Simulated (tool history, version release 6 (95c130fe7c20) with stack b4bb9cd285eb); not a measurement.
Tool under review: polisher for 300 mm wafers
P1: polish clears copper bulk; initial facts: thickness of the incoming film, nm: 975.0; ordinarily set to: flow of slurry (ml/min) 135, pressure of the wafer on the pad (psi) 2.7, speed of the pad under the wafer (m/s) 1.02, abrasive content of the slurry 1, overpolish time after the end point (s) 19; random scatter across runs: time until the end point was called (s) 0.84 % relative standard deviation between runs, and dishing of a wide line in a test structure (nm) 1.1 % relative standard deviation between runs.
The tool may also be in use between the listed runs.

run    day  flow of slurry (ml/min)  pressure of the wafer on the pad (psi)  speed of the pad under the wafer (m/s)  abrasive content of the slurry  overpolish time after the end point (s)  wafers polished on this pad  hours since the slurry nozzle was cleaned  hours since the head pressure was calibrated  hours since the slurry blender was calibrated  time until the end point was called (s)  dishing of a wide line in a test structure (nm)
  1  0.271                      135                                     2.7                                    1.02                               1                                       19                          393                                      475.8                                         475.2                                            191                                   113.25                                           73.374
  2  0.671                      135                                     2.7                                    1.02                               1                                       19                          448                                      485.4                                         484.8                                          200.6                                   112.86                                           74.304
     0.771  -- slurry nozzle cleaned
  3  1.125                      135                                     3.7                                    1.02                               1                                       19                          511                                        8.5                                         495.7                                          211.5                                   83.031                                           91.996
  4    1.6                      135                                     2.7                                    1.02                            1.35                                       19                          577                                       19.9                                         507.1                                          222.9                                   106.08                                           74.746
  5    1.9                      135                                     3.4                                    1.02                               1                                       27                          618                                       27.1                                         514.3                                          230.1                                   89.779                                           96.769
  6  2.162                      135                                     2.7                                    1.02                               1                                       36                          654                                       33.4                                         520.6                                          236.4                                   114.56                                            93.89
  7  2.596                      210                                     2.7                                    1.02                               1                                       19                          714                                       43.8                                           531                                          246.8                                      106                                           76.447
  8  2.871                      135                                     2.7                                    1.02                            0.55                                       19                          752                                       50.4                                         537.6                                          253.4                                   127.43                                           68.212
  9    3.1                       80                                     2.7                                    1.02                               1                                       19                          784                                       55.9                                         543.1                                          258.9                                   128.57                                           68.309
 10    3.4                      135                                     2.7                                    1.02                               1                                        6                          825                                       63.1                                         550.3                                          266.1                                    113.6                                             33.5
 11  3.708                      135                                     2.7                                    0.46                               1                                       19                          868                                       70.5                                         557.7                                          273.5                                   248.78                                           43.822
 12  3.988                      135                                     2.7                                    1.36                               1                                       19                          907                                       77.2                                         564.4                                          280.2                                   85.011                                             83.5
 13  4.275                      135                                     2.7                                    1.02                               1                                       19                          946                                       84.1                                         571.3                                          287.1                                   113.84                                           74.671
 14  4.758                      135                                     1.3                                    1.02                               1                                       19                         1013                                       95.7                                         582.9                                          298.7                                   237.22                                           42.361
 15  5.212                      135                                     2.7                                    1.02                               1                                       19                         1076                                      106.6                                         593.8                                          309.6                                    113.5                                           74.427
 16  5.638                      135                                     2.7                                    1.02                               1                                       19                         1135                                      116.8                                           604                                          319.8                                   113.99                                           73.956
 17  6.079                      135                                     2.7                                    1.02                               1                                       19                         1196                                      127.4                                         614.6                                          330.4                                   116.49                                           71.014
 18   6.45                      135                                     2.7                                    1.02                               1                                       19                         1247                                      136.3                                         623.5                                          339.3                                    119.7                                           72.798
 19  6.712                      135                                     2.7                                    1.02                               1                                       19                         1284                                      142.6                                         629.8                                          345.6                                   120.79                                           70.674
 20  7.083                      135                                     2.7                                    1.02                               1                                       19                         1335                                      151.5                                         638.7                                          354.5                                   123.85                                           71.641
 21  7.346                      135                                     2.7                                    1.02                               1                                       19                         1371                                      157.8                                           645                                          360.8                                   123.51                                           71.093
 22  7.771                      135                                     2.7                                    1.02                               1                                       19                         1430                                        168                                         655.2                                            371                                   124.21                                           70.244
 23  8.012                      135                                     2.7                                    1.02                               1                                       19                         1463                                      173.8                                           661                                          376.8                                   124.29                                           70.385
     8.196  -- slurry blender recalibrated
 24  8.292                      135                                     2.7                                    1.02                               1                                       19                         1502                                      180.5                                         667.7                                            2.3                                   122.52                                           70.215
     8.312  -- head pressure recalibrated
 25  8.646                      135                                     2.7                                    1.02                               1                                       19                         1551                                        189                                           8.1                                           10.8                                   122.71                                           70.119
 26  9.008                      135                                     2.7                                    1.02                               1                                       19                         1601                                      197.7                                          16.8                                           19.5                                   125.96                                           69.609
 27  9.371                      135                                     2.7                                    1.02                               1                                       19                         1651                                      206.4                                          25.5                                           28.2                                   125.83                                           69.392

The log shows P1 creeping away from where it was. Any of the 2 causes listed here, at the size stated for it, fits the log just as well as the others:
A: slurry flow missing at the pad, % = 33.8
B: removal rate lost through wear of the pad, % = 9
The process output started creeping at around day 5.638.
All other causes, with the reason each is excluded:
head's pressure below its setpoint, %: was serviced at day 8.312, once the creep was under way, yet the earlier output never came back
abrasive missing from the slurry, %: was serviced at day 8.196, once the creep was under way, yet the earlier output never came back

Which of the 4 check runs listed below, each an average over 2 wafers with its results shown as question marks, gives clearly different results under the different listed causes?
check 1  9.733                      135                                       2                                    1.02                            0.75                                       19                                                                                                                                                                                                             ?                                                ?
check 2  9.733                       80                                     2.7                                    1.02                               1                                       19                                                                                                                                                                                                             ?                                                ?
check 3  9.733                      135                                     3.2                                    1.02                               1                                        6                                                                                                                                                                                                             ?                                                ?
check 4  9.733                      135                                     2.7                                    1.02                            1.25                                       19                                                                                                                                                                                                             ?                                                ?

What each check would give under each cause:
  check                                           result    if A    if B
check 1          time until the end point was called (s)  178.17  178.17
check 1  dishing of a wide line in a test structure (nm)  54.138  54.137
check 2          time until the end point was called (s)  148.62   140.9
check 2  dishing of a wide line in a test structure (nm)  63.402  65.394
check 3          time until the end point was called (s)  104.81  104.81
check 3  dishing of a wide line in a test structure (nm)  36.497  36.496
check 4          time until the end point was called (s)  118.34  118.35
check 4  dishing of a wide line in a test structure (nm)  71.855  71.854
Per check, the gap between the least separated pair of causes, taken in the result that splits them most: check 1 0 %; check 2 5.33 %; check 3 0 %; check 4 0 %
Check 2 tells the causes apart: in the others they would give nearly the same result.

With check 2 done, the readings were: time until the end point was called (s) 140.1; dishing of a wide line in a test structure (nm) 65.082. Identify which of the listed causes applies.

The correct cause is B, namely: removal rate lost through wear of the pad, %.

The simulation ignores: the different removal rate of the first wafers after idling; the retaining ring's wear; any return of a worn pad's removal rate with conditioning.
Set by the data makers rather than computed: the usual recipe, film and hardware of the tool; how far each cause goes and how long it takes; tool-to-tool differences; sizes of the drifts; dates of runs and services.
